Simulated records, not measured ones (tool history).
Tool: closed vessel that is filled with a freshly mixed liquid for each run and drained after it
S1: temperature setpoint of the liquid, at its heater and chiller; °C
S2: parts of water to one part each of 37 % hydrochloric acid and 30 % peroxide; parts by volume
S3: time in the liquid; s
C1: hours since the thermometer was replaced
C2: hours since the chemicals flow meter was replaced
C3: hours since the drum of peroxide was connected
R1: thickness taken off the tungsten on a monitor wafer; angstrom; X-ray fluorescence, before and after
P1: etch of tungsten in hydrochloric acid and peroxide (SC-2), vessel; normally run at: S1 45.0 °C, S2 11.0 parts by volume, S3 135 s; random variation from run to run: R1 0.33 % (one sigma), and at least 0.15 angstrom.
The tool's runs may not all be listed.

run 1 day=0.117 | S1=45.0 S2=11.0 S3=135 | C1=607.0 C2=649.6 C3=668.1 | R1=208.550
run 2 day=0.242 | S1=35.0 S2=15.5 S3=135 | C1=610.0 C2=652.6 C3=671.1 | R1=75.933
run 3 day=0.417 | S1=45.0 S2=11.0 S3=135 | C1=614.2 C2=656.8 C3=675.3 | R1=208.200
-- day=0.421 thermometer replaced
run 4 day=0.529 | S1=45.0 S2=11.0 S3=135 | C1=2.6 C2=659.5 C3=678.0 | R1=206.280
run 5 day=0.654 | S1=35.0 S2=11.0 S3=135 | C1=5.6 C2=662.5 C3=681.0 | R1=102.090
run 6 day=0.800 | S1=45.0 S2=4.0 S3=135 | C1=9.1 C2=666.0 C3=684.5 | R1=450.990
run 7 day=0.892 | S1=45.0 S2=11.0 S3=135 | C1=11.3 C2=668.2 C3=686.7 | R1=208.220
run 8 day=1.071 | S1=45.0 S2=11.0 S3=250 | C1=15.6 C2=672.5 C3=691.0 | R1=385.220
run 9 day=1.212 | S1=45.0 S2=20.0 S3=135 | C1=19.0 C2=675.9 C3=694.4 | R1=123.350
run 10 day=1.354 | S1=56.5 S2=11.0 S3=135 | C1=22.4 C2=679.3 C3=697.8 | R1=443.500
run 11 day=1.492 | S1=45.0 S2=11.0 S3=135 | C1=25.7 C2=682.6 C3=701.1 | R1=207.770
run 12 day=1.575 | S1=45.0 S2=11.0 S3=30 | C1=27.7 C2=684.6 C3=703.1 | R1=46.063
run 13 day=1.758 | S1=45.0 S2=11.0 S3=135 | C1=32.1 C2=689.0 C3=707.5 | R1=208.610
run 14 day=1.850 | S1=45.0 S2=11.0 S3=135 | C1=34.3 C2=691.2 C3=709.7 | R1=208.070
run 15 day=2.042 | S1=45.0 S2=11.0 S3=135 | C1=38.9 C2=695.8 C3=714.3 | R1=198.930
run 16 day=2.212 | S1=45.0 S2=11.0 S3=135 | C1=43.0 C2=699.9 C3=718.4 | R1=195.380
-- day=2.288 new drum of peroxide connected
run 17 day=2.317 | S1=45.0 S2=11.0 S3=135 | C1=45.5 C2=702.4 C3=0.8 | R1=193.840
run 18 day=2.408 | S1=45.0 S2=11.0 S3=135 | C1=47.7 C2=704.6 C3=3.0 | R1=192.050
run 19 day=2.538 | S1=45.0 S2=11.0 S3=135 | C1=50.8 C2=707.7 C3=6.1 | R1=191.800
run 20 day=2.662 | S1=45.0 S2=11.0 S3=135 | C1=53.8 C2=710.7 C3=9.1 | R1=191.170
run 21 day=2.838 | S1=45.0 S2=11.0 S3=135 | C1=58.0 C2=714.9 C3=13.3 | R1=190.590

What P1 gives has crept away from where it was. These 2 causes fit the log equally well, each at the size given:
A: chemicals flow below the setpoint (%) = 9.47
B: liquid colder than its thermometer reads (K) = 1.23
The creep began at about day 1.850.
Why every other cause is out:
peroxide weaker than its label (%): serviced at day 2.288, which brought nothing back

4 check runs are offered, each on 2 wafers whose results are averaged, their results left as question marks. Which one tells the causes apart?
run check 1 day=3.012 | S1=45.0 S2=19.5 S3=135 | R1=?
run check 2 day=3.012 | S1=36.5 S2=4.0 S3=135 | R1=?
run check 3 day=3.012 | S1=45.0 S2=18.0 S3=65 | R1=?
run check 4 day=3.012 | S1=35.0 S2=11.0 S3=225 | R1=?

What each check would give under each cause:
check=check_1 result=R1 if_A=114.720 if_B=115.370
check=check_2 result=R1 if_A=230.740 if_B=225.650
check=check_3 result=R1 if_A=59.416 if_B=59.716
check=check_4 result=R1 if_A=156.330 if_B=155.440
How far apart the two closest causes lie, in the result that separates them most: check 1 0.57 %; check 2 2.23 %; check 3 0.5 %; check 4 0.57 %
Check 2 tells the causes apart: in the others they would give nearly the same result.

Check 2 was then run and gave: R1 231.620 angstrom. Which cause is it?

It is A: chemicals flow below the setpoint (%).
